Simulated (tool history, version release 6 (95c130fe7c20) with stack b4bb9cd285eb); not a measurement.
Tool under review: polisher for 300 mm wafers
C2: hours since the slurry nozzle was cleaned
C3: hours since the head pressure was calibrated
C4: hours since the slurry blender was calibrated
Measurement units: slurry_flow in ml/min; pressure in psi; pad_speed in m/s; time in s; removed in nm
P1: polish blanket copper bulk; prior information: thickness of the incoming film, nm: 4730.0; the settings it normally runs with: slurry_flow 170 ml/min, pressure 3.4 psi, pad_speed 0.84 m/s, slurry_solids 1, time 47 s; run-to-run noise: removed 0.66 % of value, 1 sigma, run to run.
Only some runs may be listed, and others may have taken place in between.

Run 1, hour 9.4: slurry_flow 170 ml/min, pressure 3.4 psi, pad_speed 0.84 m/s, slurry_solids 1, time 47 s; wafers polished on this pad 712; C2 175.9; C3 509.7; C4 219.4. Result: removed 442.87 nm.
Run 2, hour 14.9: slurry_flow 170 ml/min, pressure 3.4 psi, pad_speed 0.84 m/s, slurry_solids 1, time 47 s; wafers polished on this pad 782; C2 181.4; C3 515.2; C4 224.9. Result: removed 437.94 nm.
Run 3, hour 23.3: slurry_flow 105 ml/min, pressure 3.4 psi, pad_speed 0.84 m/s, slurry_solids 1, time 47 s; wafers polished on this pad 889; C2 189.8; C3 523.6; C4 233.3. Result: removed 405.72 nm.
Run 4, hour 30.7: slurry_flow 170 ml/min, pressure 3.4 psi, pad_speed 1.14 m/s, slurry_solids 1, time 47 s; wafers polished on this pad 983; C2 197.2; C3 531; C4 240.7. Result: removed 597.35 nm.
Run 5, hour 38.7: slurry_flow 170 ml/min, pressure 3.4 psi, pad_speed 0.84 m/s, slurry_solids 1, time 47 s; wafers polished on this pad 1084; C2 205.2; C3 539; C4 248.7. Result: removed 441.37 nm.
Run 6, hour 44: slurry_flow 170 ml/min, pressure 3.4 psi, pad_speed 0.38 m/s, slurry_solids 1, time 47 s; wafers polished on this pad 1151; C2 210.5; C3 544.3; C4 254. Result: removed 197.33 nm.
Run 7, hour 52.3: slurry_flow 170 ml/min, pressure 3.4 psi, pad_speed 0.84 m/s, slurry_solids 1, time 72 s; wafers polished on this pad 1257; C2 218.8; C3 552.6; C4 262.3. Result: removed 677.54 nm.
Run 8, hour 62.3: slurry_flow 170 ml/min, pressure 3.4 psi, pad_speed 0.84 m/s, slurry_solids 1.45, time 47 s; wafers polished on this pad 1384; C2 228.8; C3 562.6; C4 272.3. Result: removed 475.95 nm.
Run 9, hour 72.1: slurry_flow 170 ml/min, pressure 3.4 psi, pad_speed 0.84 m/s, slurry_solids 1, time 47 s; wafers polished on this pad 1508; C2 238.6; C3 572.4; C4 282.1. Result: removed 443.49 nm.
Run 10, hour 77.1: slurry_flow 170 ml/min, pressure 3.4 psi, pad_speed 0.84 m/s, slurry_solids 0.5, time 47 s; wafers polished on this pad 1571; C2 243.6; C3 577.4; C4 287.1. Result: removed 380.74 nm.
Run 11, hour 86.6: slurry_flow 250 ml/min, pressure 3.4 psi, pad_speed 0.84 m/s, slurry_solids 1, time 47 s; wafers polished on this pad 1692; C2 253.1; C3 586.9; C4 296.6. Result: removed 466.28 nm.
Run 12, hour 92.2: slurry_flow 170 ml/min, pressure 3.4 psi, pad_speed 0.84 m/s, slurry_solids 1, time 47 s; wafers polished on this pad 1763; C2 258.7; C3 592.5; C4 302.2. Result: removed 439.77 nm.
Run 13, hour 103.1: slurry_flow 170 ml/min, pressure 2.2 psi, pad_speed 0.84 m/s, slurry_solids 1, time 47 s; wafers polished on this pad 1901; C2 269.6; C3 603.4; C4 313.1. Result: removed 283.24 nm.
Run 14, hour 108.4: slurry_flow 170 ml/min, pressure 3.4 psi, pad_speed 0.84 m/s, slurry_solids 1, time 30 s; wafers polished on this pad 1969; C2 274.9; C3 608.7; C4 318.4. Result: removed 278.67 nm.
At hour 112.9: slurry nozzle cleaned.
Run 15, hour 117.8: slurry_flow 170 ml/min, pressure 4.6 psi, pad_speed 0.84 m/s, slurry_solids 1, time 47 s; wafers polished on this pad 2088; C2 4.9; C3 618.1; C4 327.8. Result: removed 600.14 nm.
Run 16, hour 128: slurry_flow 170 ml/min, pressure 3.4 psi, pad_speed 0.84 m/s, slurry_solids 1, time 47 s; wafers polished on this pad 2217; C2 15.1; C3 628.3; C4 338. Result: removed 437.28 nm.
Run 17, hour 135.3: slurry_flow 170 ml/min, pressure 4.4 psi, pad_speed 0.84 m/s, slurry_solids 1, time 69 s; wafers polished on this pad 2310; C2 22.4; C3 635.6; C4 345.3. Result: removed 841.76 nm.
Run 18, hour 146.6: slurry_flow 170 ml/min, pressure 3.4 psi, pad_speed 0.84 m/s, slurry_solids 1, time 47 s; wafers polished on this pad 2453; C2 33.7; C3 646.9; C4 356.6. Result: removed 440.63 nm.
Run 19, hour 151.6: slurry_flow 170 ml/min, pressure 3.4 psi, pad_speed 0.84 m/s, slurry_solids 1, time 47 s; wafers polished on this pad 2517; C2 38.7; C3 651.9; C4 361.6. Result: removed 434.39 nm.
Run 20, hour 160: slurry_flow 170 ml/min, pressure 3.4 psi, pad_speed 0.84 m/s, slurry_solids 1, time 47 s; wafers polished on this pad 2623; C2 47.1; C3 660.3; C4 370. Result: removed 424.39 nm.
Run 21, hour 168.5: slurry_flow 170 ml/min, pressure 3.4 psi, pad_speed 0.84 m/s, slurry_solids 1, time 47 s; wafers polished on this pad 2731; C2 55.6; C3 668.8; C4 378.5. Result: removed 419.71 nm.
At hour 178.1: worn pad replaced by a new one.
Run 22, hour 178.1: slurry_flow 170 ml/min, pressure 3.4 psi, pad_speed 0.84 m/s, slurry_solids 1, time 47 s; wafers polished on this pad 0; C2 65.2; C3 678.4; C4 388.1. Result: removed 420.2 nm.
At hour 185.5: head pressure recalibrated.
Run 23, hour 187.2: slurry_flow 170 ml/min, pressure 3.4 psi, pad_speed 0.84 m/s, slurry_solids 1, time 47 s; wafers polished on this pad 116; C2 74.3; C3 1.8; C4 397.2. Result: removed 411.6 nm.
Run 24, hour 194.1: slurry_flow 170 ml/min, pressure 3.4 psi, pad_speed 0.84 m/s, slurry_solids 1, time 47 s; wafers polished on this pad 203; C2 81.2; C3 8.7; C4 404.1. Result: removed 415.67 nm.
Run 25, hour 200: slurry_flow 170 ml/min, pressure 3.4 psi, pad_speed 0.84 m/s, slurry_solids 1, time 47 s; wafers polished on this pad 278; C2 87.1; C3 14.6; C4 410. Result: removed 415.2 nm.
Run 26, hour 207.4: slurry_flow 170 ml/min, pressure 3.4 psi, pad_speed 0.84 m/s, slurry_solids 1, time 47 s; wafers polished on this pad 372; C2 94.5; C3 22; C4 417.4. Result: removed 407.44 nm.
Run 27, hour 212.9: slurry_flow 170 ml/min, pressure 3.4 psi, pad_speed 0.84 m/s, slurry_solids 1, time 47 s; wafers polished on this pad 442; C2 100; C3 27.5; C4 422.9. Result: removed 408.15 nm.
Run 28, hour 222.8: slurry_flow 170 ml/min, pressure 3.4 psi, pad_speed 0.84 m/s, slurry_solids 1, time 47 s; wafers polished on this pad 567; C2 109.9; C3 37.4; C4 432.8. Result: removed 411.55 nm.
Run 29, hour 228.2: slurry_flow 170 ml/min, pressure 3.4 psi, pad_speed 0.84 m/s, slurry_solids 1, time 47 s; wafers polished on this pad 636; C2 115.3; C3 42.8; C4 438.2. Result: removed 412.27 nm.

Compared with where it was, what P1 gives has crept away. Each cause listed below fits the log as well as the rest, at the size given for it:
A: slurry flow missing at the pad, % = 33.8
B: abrasive missing from the slurry, % = 30.7
At approximately hour 146.6, the process output began to creep.
The rest of the possible causes, and what rules out each one:
removal rate lost through wear of the pad, %: maintenance at hour 178.1, after the shift began, did not return the process to its former output
head's pressure below its setpoint, %: maintenance at hour 185.5, after the shift began, did not return the process to its former output

4 check runs are offered, each on 3 wafers whose results are averaged, their results left as question marks. Which one tells the causes apart?
Run check 1, hour 233.6: slurry_flow 170 ml/min, pressure 2.6 psi, pad_speed 0.48 m/s, slurry_solids 1, time 47 s. Result: removed ?.
Run check 2, hour 233.6: slurry_flow 170 ml/min, pressure 3.4 psi, pad_speed 0.84 m/s, slurry_solids 1.3, time 47 s. Result: removed ?.
Run check 3, hour 233.6: slurry_flow 170 ml/min, pressure 3.4 psi, pad_speed 0.84 m/s, slurry_solids 1.45, time 47 s. Result: removed ?.
Run check 4, hour 233.6: slurry_flow 115 ml/min, pressure 3.4 psi, pad_speed 0.66 m/s, slurry_solids 1, time 47 s. Result: removed ?.

Check results expected under each cause:
  check   result    if A    if B
check 1  removed  178.51  178.51
check 2  removed  432.51  431.45
check 3  removed  443.13   441.6
check 4  removed  289.18  298.65
Separation of the two closest causes in each check, using whichever result separates them best: check 1 0 %; check 2 0.24 %; check 3 0.35 %; check 4 3.22 %
The causes can be told apart only by check 4. The other checks would give nearly the same results under each of them.

Here is what check 4 returned: removed 298.09 nm. Which cause is it?

The correct cause is B, namely: abrasive missing from the slurry, %.
